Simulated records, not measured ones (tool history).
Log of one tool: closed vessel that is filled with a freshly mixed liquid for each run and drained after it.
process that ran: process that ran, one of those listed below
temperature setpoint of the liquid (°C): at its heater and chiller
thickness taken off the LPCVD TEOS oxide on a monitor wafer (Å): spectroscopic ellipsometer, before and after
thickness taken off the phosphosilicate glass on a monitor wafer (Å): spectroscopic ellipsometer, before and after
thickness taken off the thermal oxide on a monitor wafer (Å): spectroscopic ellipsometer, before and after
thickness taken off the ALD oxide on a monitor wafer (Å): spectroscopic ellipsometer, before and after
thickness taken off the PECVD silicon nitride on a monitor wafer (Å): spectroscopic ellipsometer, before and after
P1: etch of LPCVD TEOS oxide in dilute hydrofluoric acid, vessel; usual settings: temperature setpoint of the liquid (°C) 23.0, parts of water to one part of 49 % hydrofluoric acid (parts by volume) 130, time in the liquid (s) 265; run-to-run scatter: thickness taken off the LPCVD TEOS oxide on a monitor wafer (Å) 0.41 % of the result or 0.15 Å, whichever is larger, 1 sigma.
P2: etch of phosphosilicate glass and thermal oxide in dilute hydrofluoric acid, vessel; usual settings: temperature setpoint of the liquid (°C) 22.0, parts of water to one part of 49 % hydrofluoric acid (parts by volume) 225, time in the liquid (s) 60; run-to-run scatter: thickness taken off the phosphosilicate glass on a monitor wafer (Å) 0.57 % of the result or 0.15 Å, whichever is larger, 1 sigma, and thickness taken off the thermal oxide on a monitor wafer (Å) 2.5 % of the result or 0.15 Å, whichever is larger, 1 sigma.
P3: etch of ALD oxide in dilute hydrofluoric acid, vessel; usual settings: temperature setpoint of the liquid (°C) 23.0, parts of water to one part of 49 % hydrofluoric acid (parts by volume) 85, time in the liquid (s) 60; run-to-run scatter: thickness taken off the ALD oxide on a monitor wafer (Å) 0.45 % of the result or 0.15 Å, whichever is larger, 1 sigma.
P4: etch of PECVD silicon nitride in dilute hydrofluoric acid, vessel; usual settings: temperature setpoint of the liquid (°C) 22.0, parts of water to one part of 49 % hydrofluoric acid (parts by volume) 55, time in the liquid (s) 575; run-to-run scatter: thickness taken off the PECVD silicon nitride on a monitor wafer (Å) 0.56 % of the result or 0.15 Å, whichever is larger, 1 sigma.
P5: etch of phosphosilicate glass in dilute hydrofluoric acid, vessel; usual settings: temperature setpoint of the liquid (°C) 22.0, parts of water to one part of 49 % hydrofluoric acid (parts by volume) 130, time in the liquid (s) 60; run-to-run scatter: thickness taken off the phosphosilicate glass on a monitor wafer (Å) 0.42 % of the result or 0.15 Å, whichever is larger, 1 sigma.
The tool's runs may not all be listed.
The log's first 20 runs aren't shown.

| run | hour | process that ran | temperature setpoint of the liquid (°C) | parts of water to one part of 49 % hydrofluoric acid (parts by volume) | time in the liquid (s) | hours since the thermometer was replaced | hours since the hydrofluoric acid flow meter was replaced | thickness taken off the LPCVD TEOS oxide on a monitor wafer (Å) | thickness taken off the phosphosilicate glass on a monitor wafer (Å) | thickness taken off the thermal oxide on a monitor wafer (Å) | thickness taken off the ALD oxide on a monitor wafer (Å) | thickness taken off the PECVD silicon nitride on a monitor wafer (Å) |
|---|---|---|---|---|---|---|---|---|---|---|---|---|
| 21 | 124.9 | P1 | 17.0 | 130 | 265 | 103.2 | 401.0 | 242.680 |  |  |  |  |
| 22 | 131.2 | P5 | 22.0 | 130 | 60 | 109.5 | 407.3 |  | 545.48 |  |  |  |
| 23 | 136.5 | P1 | 23.0 | 130 | 150 | 114.8 | 412.6 | 176.690 |  |  |  |  |
| 24 | 143.2 | P3 | 27.5 | 85 | 60 | 121.5 | 419.3 |  |  |  | 190.070 |  |
| 25 | 151.0 | P2 | 22.0 | 110 | 60 | 129.3 | 427.1 |  | 552.47 | 23.9790 |  |  |
| 26 | 155.1 | P1 | 23.0 | 220 | 265 | 133.4 | 431.2 | 166.410 |  |  |  |  |
| 27 | 159.4 | P1 | 23.0 | 130 | 265 | 137.7 | 435.5 | 311.720 |  |  |  |  |
| 28 | 163.2 | P1 | 23.0 | 80 | 265 | 141.5 | 439.3 | 540.160 |  |  |  |  |
| 29 | 167.8 | P3 | 23.0 | 85 | 30 | 146.1 | 443.9 |  |  |  | 79.567 |  |
| 30 | 175.7 | P1 | 23.0 | 30 | 105 | 154.0 | 451.8 | 605.310 |  |  |  |  |
| 31 | 181.8 | P5 | 22.0 | 130 | 115 | 160.1 | 457.9 |  | 1043.20 |  |  |  |
| 32 | 188.8 | P2 | 22.0 | 225 | 60 | 167.1 | 464.9 |  | 240.53 | 10.1200 |  |  |
| 33 | 194.4 | P1 | 23.0 | 130 | 265 | 172.7 | 470.5 | 309.760 |  |  |  |  |
| 34 | 201.9 | P1 | 23.0 | 130 | 265 | 180.2 | 478.0 | 318.610 |  |  |  |  |
| 35 | 208.3 | P1 | 23.0 | 130 | 265 | 186.6 | 484.4 | 321.360 |  |  |  |  |
| 36 | 214.1 | P1 | 23.0 | 130 | 265 | 192.4 | 490.2 | 325.850 |  |  |  |  |
| 37 | 217.7 | P1 | 23.0 | 130 | 265 | 196.0 | 493.8 | 325.210 |  |  |  |  |
| 38 | 225.2 | P1 | 23.0 | 130 | 265 | 203.5 | 501.3 | 328.350 |  |  |  |  |
| 39 | 229.9 | P1 | 23.0 | 130 | 265 | 208.2 | 506.0 | 327.120 |  |  |  |  |
| 40 | 237.7 | P1 | 23.0 | 130 | 265 | 216.0 | 513.8 | 328.180 |  |  |  |  |
| 41 | 242.1 | P1 | 23.0 | 130 | 265 | 220.4 | 518.2 | 332.250 |  |  |  |  |

Run 42 comes next. What will it give?
| 42 | 250.3 | P1 | 23.0 | 130 | 265 | 228.6 | 526.4 | ? |  |  |  |  |

thickness taken off the LPCVD TEOS oxide on a monitor wafer (Å): 331.720

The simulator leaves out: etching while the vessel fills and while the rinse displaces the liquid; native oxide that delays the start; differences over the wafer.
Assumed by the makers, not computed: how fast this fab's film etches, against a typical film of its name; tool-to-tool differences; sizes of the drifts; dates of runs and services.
